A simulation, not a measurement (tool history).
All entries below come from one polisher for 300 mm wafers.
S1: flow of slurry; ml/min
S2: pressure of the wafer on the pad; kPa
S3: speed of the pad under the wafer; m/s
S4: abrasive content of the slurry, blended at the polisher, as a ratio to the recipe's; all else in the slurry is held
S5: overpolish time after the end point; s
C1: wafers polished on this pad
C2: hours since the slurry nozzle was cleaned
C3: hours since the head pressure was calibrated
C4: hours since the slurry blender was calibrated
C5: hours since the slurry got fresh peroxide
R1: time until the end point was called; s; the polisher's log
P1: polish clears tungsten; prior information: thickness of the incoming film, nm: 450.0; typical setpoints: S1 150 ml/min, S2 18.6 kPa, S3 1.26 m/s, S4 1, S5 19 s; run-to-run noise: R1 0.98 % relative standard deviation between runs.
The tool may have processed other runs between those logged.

run	hour	S1	S2	S3	S4	S5	C1	C2	C3	C4	C5	R1
1	10.8	150	18.6	1.26	1	19	398	424.2	236.2	145.6	123.2	96.62
2	20.7	150	18.6	1.26	0.55	19	470	434.1	246.1	155.5	133.1	110.33
3	29.2	150	18.6	1.26	1	35	531	442.6	254.6	164	141.6	96.29
4	34.2	150	18.6	0.7	1	19	567	447.6	259.6	169	146.6	173.33
5	41.4	205	18.6	1.26	0.6	19	619	454.8	266.8	176.2	153.8	104.12
6	49.3	150	18.6	1.26	1.45	19	676	462.7	274.7	184.1	161.7	88.555
7	56.9	90	18.6	1.26	1	19	731	470.3	282.3	191.7	169.3	109.95
8	67.3	150	18.6	1.26	1	19	806	480.7	292.7	202.1	179.7	97.389
9	73.1	150	18.6	1.26	1	19	848	486.5	298.5	207.9	185.5	97.427
10	83.1	150	26.9	0.98	1	19	920	496.5	308.5	217.9	195.5	85.585
11	89.6	150	18.6	1.26	1	19	967	503	315	224.4	202	96.658
# hour 95.7: slurry tank refilled with fresh slurry and peroxide
12	97.4	150	8.3	1.26	1	19	1023	510.8	322.8	232.2	1.7	215.98
13	107.4	205	18.6	1.26	1	19	1095	520.8	332.8	242.2	11.7	92.21
14	115.7	150	18.6	1.26	1	7	1155	529.1	341.1	250.5	20	95.941
15	124.3	150	18.6	1.72	1	19	1217	537.7	349.7	259.1	28.6	71.468
16	131.6	150	24.8	1.26	1	19	1269	545	357	266.4	35.9	72.308
17	140.8	150	18.6	1.26	1	19	1336	554.2	366.2	275.6	45.1	96.458
18	147.6	150	18.6	1.26	1	19	1385	561	373	282.4	51.9	95.114
19	155.4	150	18.6	1.26	1	19	1441	568.8	380.8	290.2	59.7	98.476
20	166.3	150	18.6	1.26	1	19	1520	579.7	391.7	301.1	70.6	100.67
# hour 169.7: head pressure recalibrated
21	174.5	150	18.6	1.26	1	19	1579	587.9	4.9	309.3	78.8	103.98
22	181.7	150	18.6	1.26	1	19	1631	595.1	12.1	316.5	86	104.9
# hour 183: slurry blender recalibrated
# hour 188.3: worn pad replaced by a new one
23	189.6	150	18.6	1.26	1	19	9	603	20	6.7	93.9	105.48
24	196.8	150	18.6	1.26	1	19	61	610.2	27.2	13.9	101.1	106.48
25	202.3	150	18.6	1.26	1	19	101	615.7	32.7	19.4	106.6	105.64

Compared with where it was, what P1 gives has crept away. Each cause listed below fits the log as well as the rest, at the size given for it:
A: slurry flow missing at the pad, % = 35.3
B: peroxide lost from the slurry, % = 21
The gradual shift began around hour 147.6.
What rules out each remaining cause:
removal rate lost through wear of the pad, %: serviced at hour 188.3, after the drift had started, without restoring the earlier output
head's pressure below its setpoint, %: serviced at hour 169.7, after the drift had started, without restoring the earlier output
abrasive missing from the slurry, %: serviced at hour 183, after the drift had started, without restoring the earlier output

Which of the check runs below tells the causes apart, meaning the causes would give it clearly different results? Each run uses 2 wafers whose results are averaged, and each result is shown as a question mark.
check 1	207.8	90	18.6	1.26	1.15	19						?
check 2	207.8	150	18.6	1.26	1	10						?
check 3	207.8	150	13.1	0.98	1	19						?
check 4	207.8	150	9	1.26	1.4	19						?

What each check would give under each cause:
check	result	if A	if B
check 1	R1	120.59	114.5
check 2	R1	105.83	105.81
check 3	R1	193.35	193.32
check 4	R1	202.72	202.68
Per check, the gap between the least separated pair of causes, taken in the result that splits them most: check 1 5.19 %; check 2 0.02 %; check 3 0.02 %; check 4 0.02 %
Of the check runs offered, only check 1 discriminates between the causes; the rest would read about the same regardless of which cause applies.

Running check 1 produced the following: R1 121.84 s. Which one of the listed causes fits?

A is the cause: slurry flow missing at the pad, %.
